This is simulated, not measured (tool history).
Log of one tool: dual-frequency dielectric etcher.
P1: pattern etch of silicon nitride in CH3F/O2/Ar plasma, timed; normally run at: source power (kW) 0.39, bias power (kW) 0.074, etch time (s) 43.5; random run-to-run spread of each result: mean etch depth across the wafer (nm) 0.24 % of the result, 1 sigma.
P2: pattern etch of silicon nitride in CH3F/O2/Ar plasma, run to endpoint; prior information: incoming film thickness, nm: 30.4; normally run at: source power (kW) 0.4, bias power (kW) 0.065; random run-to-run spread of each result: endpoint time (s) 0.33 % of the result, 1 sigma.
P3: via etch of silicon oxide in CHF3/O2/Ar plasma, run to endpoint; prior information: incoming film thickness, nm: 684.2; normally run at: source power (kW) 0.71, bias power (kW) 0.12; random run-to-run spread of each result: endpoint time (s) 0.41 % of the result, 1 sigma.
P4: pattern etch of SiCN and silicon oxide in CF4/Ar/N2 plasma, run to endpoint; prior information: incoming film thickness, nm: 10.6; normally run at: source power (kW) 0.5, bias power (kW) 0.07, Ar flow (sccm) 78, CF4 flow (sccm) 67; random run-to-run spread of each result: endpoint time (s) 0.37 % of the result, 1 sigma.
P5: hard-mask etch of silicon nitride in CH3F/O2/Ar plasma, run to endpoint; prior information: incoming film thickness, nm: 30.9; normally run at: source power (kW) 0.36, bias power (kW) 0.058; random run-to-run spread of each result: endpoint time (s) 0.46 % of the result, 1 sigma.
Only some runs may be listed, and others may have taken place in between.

run	day	process that ran	source power (kW)	bias power (kW)	etch time (s)	Ar flow (sccm)	CF4 flow (sccm)	mean etch depth across the wafer (nm)	endpoint time (s)
1	0.308	P1	0.39	0.074	43.5			28.501	
2	0.862	P1	0.39	0.044	43.5			24.142	
3	1.362	P2	0.4	0.08					42.347
4	1.9	P1	0.39	0.074	32			20.939	
5	2.221	P1	0.39	0.092	43.5			30.813	
6	2.9	P3	0.58	0.12					402.86
7	3.242	P1	0.39	0.074	43.5			28.597	
8	3.767	P4	0.5	0.07		78	52		10.96
9	4.358	P3	0.71	0.12					374.26
10	4.804	P4	0.5	0.048		78	67		11.942
11	5.325	P1	0.47	0.074	43.5			30.618	
12	5.717	P4	0.5	0.07		78	67		10.616
13	6.333	P2	0.33	0.065					49.208
14	6.683	P5	0.36	0.058					50.019
15	7.029	P4	0.5	0.07		78	67		10.472
16	7.329	P3	0.71	0.12					375.17
17	7.738	P1	0.39	0.074	43.5			28.472	
18	8.242	P2	0.4	0.065					45.49
19	8.538	P5	0.36	0.036					58.31
# day 9.079: wet clean of the chamber
20	9.1	P1	0.26	0.074	43.5			24.472	
21	9.458	P2	0.4	0.065					45.266
22	9.95	P5	0.43	0.058					46.874
23	10.446	P1	0.28	0.047	43.5			21.638	
24	10.867	P1	0.39	0.074	43.5			28.506	
# day 11.104: source power generator calibrated
25	11.458	P1	0.39	0.074	55			36.183	
26	11.767	P4	0.5	0.07		99	67		10.876
27	12.283	P4	0.66	0.07		78	67		8.2724
28	12.629	P3	0.71	0.142					355.24
29	13.179	P1	0.39	0.074	43.5			28.531	
30	13.542	P1	0.39	0.074	43.5			28.717	
31	13.846	P1	0.39	0.074	43.5			28.794	
32	14.15	P1	0.39	0.074	43.5			28.753	
33	14.8	P1	0.39	0.074	43.5			28.863	
34	15.45	P1	0.39	0.074	43.5			28.999	
# day 15.488: wet clean of the chamber
35	15.838	P1	0.39	0.074	43.5			28.98	
36	16.296	P1	0.39	0.074	43.5			28.81	
37	16.654	P1	0.39	0.074	43.5			28.956	
38	17.325	P1	0.39	0.074	43.5			28.95	

P1 no longer gives what it gave before; its output has crept away from where it was. The following 2 causes, each at its listed size, fit the log equally well:
A: bias power that arrives over what is set, % = 4.43
B: source power that arrives over what is set, % = 4.06
At approximately day 13.179, the process output began to creep.
Every other cause this tool's parts could produce, and why it does not fit the log:
chamber walls in a state that raises the etch rate, %: serviced at day 15.488, after the drift had started, without restoring the earlier output

The 4 check runs listed below each average the results of 2 wafers, and their outcomes are marked with question marks. Under which run would the listed causes produce clearly different results?
check 1	17.996	P3	0.71	0.12					?
check 2	17.996	P2	0.4	0.065					?
check 3	17.996	P5	0.36	0.058					?
check 4	17.996	P4	0.5	0.07		78	67		?

How each check would come out, cause by cause:
check	result	if A	if B
check 1	endpoint time (s)	367.94	367.03
check 2	endpoint time (s)	44.979	44.951
check 3	endpoint time (s)	49.704	49.655
check 4	endpoint time (s)	10.426	10.206
Gap, in per cent, between the two causes that each check separates least, read from the result that separates them most: check 1 0.25 %; check 2 0.06 %; check 3 0.1 %; check 4 2.13 %
Only in check 4 would the causes give clearly different results; in the remaining checks their results would be nearly the same.

Running check 4 produced the following: endpoint time (s) 10.167. Which one of the listed causes fits?

Of the candidate causes, it is B: source power that arrives over what is set, %.
